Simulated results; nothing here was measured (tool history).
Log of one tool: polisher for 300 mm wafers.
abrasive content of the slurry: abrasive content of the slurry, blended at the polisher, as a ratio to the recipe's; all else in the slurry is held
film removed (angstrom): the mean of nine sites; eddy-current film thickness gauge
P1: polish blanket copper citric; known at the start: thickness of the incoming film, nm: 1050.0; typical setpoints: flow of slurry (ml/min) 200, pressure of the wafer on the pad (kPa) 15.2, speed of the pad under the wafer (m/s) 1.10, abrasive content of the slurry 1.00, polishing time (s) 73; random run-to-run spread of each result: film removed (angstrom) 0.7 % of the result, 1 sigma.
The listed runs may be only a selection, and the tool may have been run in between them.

run,hour,flow of slurry (ml/min),pressure of the wafer on the pad (kPa),speed of the pad under the wafer (m/s),abrasive content of the slurry,polishing time (s),film removed (angstrom)
1,4.3,200,15.2,1.10,1.00,73,1348.50
2,12.5,200,15.2,1.10,0.50,73,1172.50
3,21.7,200,15.2,0.74,1.00,98,1235.70
4,30.0,200,15.2,1.10,1.00,41,764.52
5,34.5,200,11.0,1.10,1.00,56,763.04
6,44.1,200,20.7,1.10,1.00,73,1820.90
7,53.5,265,15.2,1.10,1.00,73,1398.70
8,59.6,200,15.2,0.66,0.55,73,722.91
# hour 62.5: head pressure recalibrated
9,66.5,200,9.0,1.10,1.00,73,817.30
10,75.7,200,15.2,1.10,1.30,73,1424.60
11,80.4,200,15.2,1.60,1.00,73,1942.80
12,86.6,200,15.2,1.10,1.00,73,1345.00

Predict the results of run 13:
13,93.1,200,15.2,0.70,1.00,73,?

film removed (angstrom): 868.50
